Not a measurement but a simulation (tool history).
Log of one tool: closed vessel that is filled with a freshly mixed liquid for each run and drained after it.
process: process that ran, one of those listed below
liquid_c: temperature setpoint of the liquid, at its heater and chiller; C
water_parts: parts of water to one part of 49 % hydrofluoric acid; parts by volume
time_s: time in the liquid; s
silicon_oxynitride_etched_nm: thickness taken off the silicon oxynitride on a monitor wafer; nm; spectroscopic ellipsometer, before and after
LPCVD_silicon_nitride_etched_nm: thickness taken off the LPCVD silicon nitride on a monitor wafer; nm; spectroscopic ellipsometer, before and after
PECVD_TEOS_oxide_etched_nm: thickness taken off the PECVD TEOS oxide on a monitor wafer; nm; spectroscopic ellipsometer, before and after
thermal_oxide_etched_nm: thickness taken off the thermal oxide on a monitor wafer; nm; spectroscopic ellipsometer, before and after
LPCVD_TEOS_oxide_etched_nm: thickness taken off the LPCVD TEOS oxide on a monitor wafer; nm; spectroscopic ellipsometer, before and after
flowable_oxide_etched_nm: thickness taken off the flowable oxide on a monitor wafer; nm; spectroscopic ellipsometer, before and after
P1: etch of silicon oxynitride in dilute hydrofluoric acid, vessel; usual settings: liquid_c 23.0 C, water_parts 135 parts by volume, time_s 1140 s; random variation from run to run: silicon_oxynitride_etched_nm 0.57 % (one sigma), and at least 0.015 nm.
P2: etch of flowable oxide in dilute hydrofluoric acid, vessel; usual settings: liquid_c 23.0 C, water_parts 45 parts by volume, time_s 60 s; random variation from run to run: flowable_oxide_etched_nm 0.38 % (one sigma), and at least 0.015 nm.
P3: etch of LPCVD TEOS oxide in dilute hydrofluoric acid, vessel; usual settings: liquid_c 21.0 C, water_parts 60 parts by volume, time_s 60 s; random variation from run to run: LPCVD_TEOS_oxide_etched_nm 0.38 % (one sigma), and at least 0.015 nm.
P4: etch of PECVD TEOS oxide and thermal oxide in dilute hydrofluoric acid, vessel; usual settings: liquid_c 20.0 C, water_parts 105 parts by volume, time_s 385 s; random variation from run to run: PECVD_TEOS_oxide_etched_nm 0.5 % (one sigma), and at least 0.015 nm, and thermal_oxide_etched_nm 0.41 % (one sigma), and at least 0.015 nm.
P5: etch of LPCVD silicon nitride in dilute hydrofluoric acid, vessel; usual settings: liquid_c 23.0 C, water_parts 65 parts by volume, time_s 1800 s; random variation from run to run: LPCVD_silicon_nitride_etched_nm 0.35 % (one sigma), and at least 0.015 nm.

run,hour,process,liquid_c,water_parts,time_s,hours since the thermometer was replaced,hours since the hydrofluoric acid flow meter was replaced,silicon_oxynitride_etched_nm,LPCVD_silicon_nitride_etched_nm,PECVD_TEOS_oxide_etched_nm,thermal_oxide_etched_nm,LPCVD_TEOS_oxide_etched_nm,flowable_oxide_etched_nm
1,11.1,P1,23.0,135,1140,1405.5,1057.8,11.7040,,,,,
2,20.9,P5,23.0,65,1800,1415.3,1067.6,,12.6720,,,,
3,30.6,P1,31.0,135,1140,1425.0,1077.3,16.5320,,,,,
4,38.2,P1,27.0,220,1140,1432.6,1084.9,8.0178,,,,,
5,44.4,P5,23.0,95,1800,1438.8,1091.1,,8.7435,,,,
6,54.5,P1,23.0,250,1140,1448.9,1101.2,5.7731,,,,,
7,61.8,P1,23.0,135,1140,1456.2,1108.5,11.5230,,,,,
8,73.3,P1,23.0,135,120,1467.7,1120.0,1.2211,,,,,
9,83.9,P4,20.0,145,385,1478.3,1130.6,,,36.643,10.324,,
10,93.4,P4,20.0,105,385,1487.8,1140.1,,,52.882,14.841,,
11,105.0,P1,23.0,135,1140,1499.4,1151.7,11.6130,,,,,
12,115.9,P5,23.0,65,885,1510.3,1162.6,,6.2358,,,,
13,122.1,P3,26.0,60,60,1516.5,1168.8,,,,,32.825,
14,133.6,P2,28.0,45,60,1528.0,1180.3,,,,,,75.285
15,145.5,P1,17.5,135,1140,1539.9,1192.2,8.9053,,,,,
16,155.1,P3,21.0,85,60,1549.5,1201.8,,,,,18.402,
17,162.2,P2,23.0,70,60,1556.6,1208.9,,,,,,37.801
# hour 165.3: hydrofluoric acid flow meter replaced
18,168.2,P3,21.0,60,60,1562.6,3.0,,,,,26.594,
19,178.3,P1,23.0,135,1725,1572.7,13.1,17.4850,,,,,
20,187.7,P2,23.0,45,60,1582.1,22.5,,,,,,61.264
21,198.1,P1,23.0,135,1140,1592.5,32.9,11.5370,,,,,
22,203.6,P3,21.0,60,30,1598.0,38.4,,,,,13.457,
23,211.7,P5,17.0,65,1800,1606.1,46.5,,8.3691,,,,
24,222.4,P4,17.0,105,385,1616.8,57.2,,,47.139,13.276,,
25,231.4,P4,20.0,105,615,1625.8,66.2,,,84.736,23.917,,
26,243.3,P2,23.0,45,90,1637.7,78.1,,,,,,92.500
27,254.9,P1,23.0,25,1140,1649.3,89.7,68.1330,,,,,
28,263.9,P1,23.0,135,1140,1658.3,98.7,11.4950,,,,,
29,272.8,P1,23.0,135,1140,1667.2,107.6,12.0340,,,,,
30,280.0,P1,23.0,135,1140,1674.4,114.8,12.3000,,,,,
31,291.4,P1,23.0,135,1140,1685.8,126.2,12.3920,,,,,
32,302.7,P1,23.0,135,1140,1697.1,137.5,12.4390,,,,,
33,309.8,P1,23.0,135,1140,1704.2,144.6,12.3540,,,,,
34,320.4,P1,23.0,135,1140,1714.8,155.2,12.3550,,,,,
35,326.4,P1,23.0,135,1140,1720.8,161.2,12.4800,,,,,

What P1 gives has crept away from where it was. These 2 causes fit the log equally well, each at the size given:
A: hydrofluoric acid flow above the setpoint (%) = 7.42
B: liquid hotter than its thermometer reads (K) = 1.71
The creep began at about hour 263.9.

4 check runs are offered, one wafer each, their results left as question marks. Which one tells the causes apart?
check 1,332.4,P2,23.0,45,60,,,,,,,,?
check 2,332.4,P3,21.0,60,60,,,,,,,?,
check 3,332.4,P5,23.0,65,1800,,,,?,,,,
check 4,332.4,P4,20.0,105,385,,,,,?,?,,

What each check would give under each cause:
check,result,if A,if B
check 1,flowable_oxide_etched_nm,66.067,65.742
check 2,LPCVD_TEOS_oxide_etched_nm,28.930,28.771
check 3,LPCVD_silicon_nitride_etched_nm,13.5610,14.1780
check 4,PECVD_TEOS_oxide_etched_nm,57.372,56.792
check 4,thermal_oxide_etched_nm,16.195,16.031
How far apart the two closest causes lie, in the result that separates them most: check 1 0.49 %; check 2 0.55 %; check 3 4.45 %; check 4 1.02 %
Only check 3 tells the causes apart: in the others they would give nearly the same result.

Check 3 was then run and gave: LPCVD_silicon_nitride_etched_nm 14.2840 nm. Which cause is it?

It is B: liquid hotter than its thermometer reads (K).
